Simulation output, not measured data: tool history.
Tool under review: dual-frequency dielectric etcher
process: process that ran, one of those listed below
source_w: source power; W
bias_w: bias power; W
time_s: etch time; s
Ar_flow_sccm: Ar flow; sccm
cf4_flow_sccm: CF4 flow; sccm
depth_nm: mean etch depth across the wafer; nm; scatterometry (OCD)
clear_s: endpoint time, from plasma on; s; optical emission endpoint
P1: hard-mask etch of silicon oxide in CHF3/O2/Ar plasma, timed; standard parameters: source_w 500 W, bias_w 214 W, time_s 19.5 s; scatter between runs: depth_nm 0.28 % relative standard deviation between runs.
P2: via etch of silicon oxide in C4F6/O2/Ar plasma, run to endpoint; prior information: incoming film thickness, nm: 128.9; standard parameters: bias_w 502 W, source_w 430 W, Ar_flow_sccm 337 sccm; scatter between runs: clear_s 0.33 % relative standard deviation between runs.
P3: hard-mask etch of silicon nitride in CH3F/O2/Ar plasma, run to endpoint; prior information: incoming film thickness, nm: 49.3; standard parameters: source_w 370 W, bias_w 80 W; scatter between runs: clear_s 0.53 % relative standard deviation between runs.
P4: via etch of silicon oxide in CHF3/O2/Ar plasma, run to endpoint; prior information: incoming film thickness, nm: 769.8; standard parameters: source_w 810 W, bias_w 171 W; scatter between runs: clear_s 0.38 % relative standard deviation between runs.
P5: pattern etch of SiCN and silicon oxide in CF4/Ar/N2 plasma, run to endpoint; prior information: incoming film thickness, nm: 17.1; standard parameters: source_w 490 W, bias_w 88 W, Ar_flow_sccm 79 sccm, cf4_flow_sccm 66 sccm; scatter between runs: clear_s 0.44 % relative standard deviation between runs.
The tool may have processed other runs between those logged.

run,hour,process,source_w,bias_w,time_s,Ar_flow_sccm,cf4_flow_sccm,hours since the last wet clean,hours since the last source power generator calibration,hours since the last bias power generator calibration,depth_nm,clear_s
1,4.0,P1,500,214,19.5,,,79.8,927.6,1641.2,38.166,
2,8.4,P1,600,214,19.5,,,84.2,932.0,1645.6,40.654,
3,14.7,P1,500,300,19.5,,,90.5,938.3,1651.9,43.057,
4,20.9,P1,500,257,10.5,,,96.7,944.5,1658.1,21.858,
5,26.0,P4,810,171,,,,101.8,949.6,1663.2,,354.460
6,30.3,P1,500,214,19.5,,,106.1,953.9,1667.5,38.099,
7,33.8,P4,810,125,,,,109.6,957.4,1671.0,,391.940
8,39.9,P5,490,105,,79,66,115.7,963.5,1677.1,,15.766
9,45.6,P4,500,171,,,,121.4,969.2,1682.8,,428.280
10,51.6,P1,390,214,11.0,,,127.4,975.2,1688.8,19.515,
11,56.5,P2,430,502,,472,,132.3,980.1,1693.7,,28.941
12,60.7,P1,500,214,19.5,,,136.5,984.3,1697.9,38.016,
13,66.4,P5,490,88,,79,66,142.2,990.0,1703.6,,16.799
14,71.6,P2,430,678,,337,,147.4,995.2,1708.8,,24.745
15,75.5,P1,500,214,13.5,,,151.3,999.1,1712.7,26.382,
16,81.5,P3,370,80,,,,157.3,1005.1,1718.7,,70.726
17,85.2,P3,370,49,,,,161.0,1008.8,1722.4,,82.820
18,90.9,P2,270,502,,337,,166.7,1014.5,1728.1,,33.124
19,94.6,P1,500,214,26.0,,,170.4,1018.2,1731.8,50.921,
20,101.2,P1,500,214,19.5,,,177.0,1024.8,1738.4,37.989,
21,107.0,P5,490,88,,107,66,182.8,1030.6,1744.2,,17.416
22,110.6,P2,430,502,,337,,186.4,1034.2,1747.8,,27.667
23,116.5,P1,500,165,19.5,,,192.3,1040.1,1753.7,34.854,
24,121.7,P1,350,214,19.5,,,197.5,1045.3,1758.9,33.290,
25,126.5,P5,340,88,,79,66,202.3,1050.1,1763.7,,23.247
# hour 128.1: wet clean of the chamber
26,130.1,P5,490,88,,79,86,2.0,1053.7,1767.3,,16.265
27,135.0,P4,810,171,,,,6.9,1058.6,1772.2,,356.240
28,141.6,P3,280,80,,,,13.5,1065.2,1778.8,,77.808
29,148.0,P1,500,214,19.5,,,19.9,1071.6,1785.2,38.381,
30,153.1,P1,500,214,19.5,,,25.0,1076.7,1790.3,38.062,
31,157.8,P1,500,214,19.5,,,29.7,1081.4,1795.0,37.856,
32,161.4,P1,500,214,19.5,,,33.3,1085.0,1798.6,37.844,
33,164.9,P1,500,214,19.5,,,36.8,1088.5,1802.1,37.656,

Predict the results of run 34:
# hour 168.3: wet clean of the chamber
34,168.5,P1,500,214,19.5,,,0.3,1092.1,1805.7,?,

depth_nm: 37.712 nm

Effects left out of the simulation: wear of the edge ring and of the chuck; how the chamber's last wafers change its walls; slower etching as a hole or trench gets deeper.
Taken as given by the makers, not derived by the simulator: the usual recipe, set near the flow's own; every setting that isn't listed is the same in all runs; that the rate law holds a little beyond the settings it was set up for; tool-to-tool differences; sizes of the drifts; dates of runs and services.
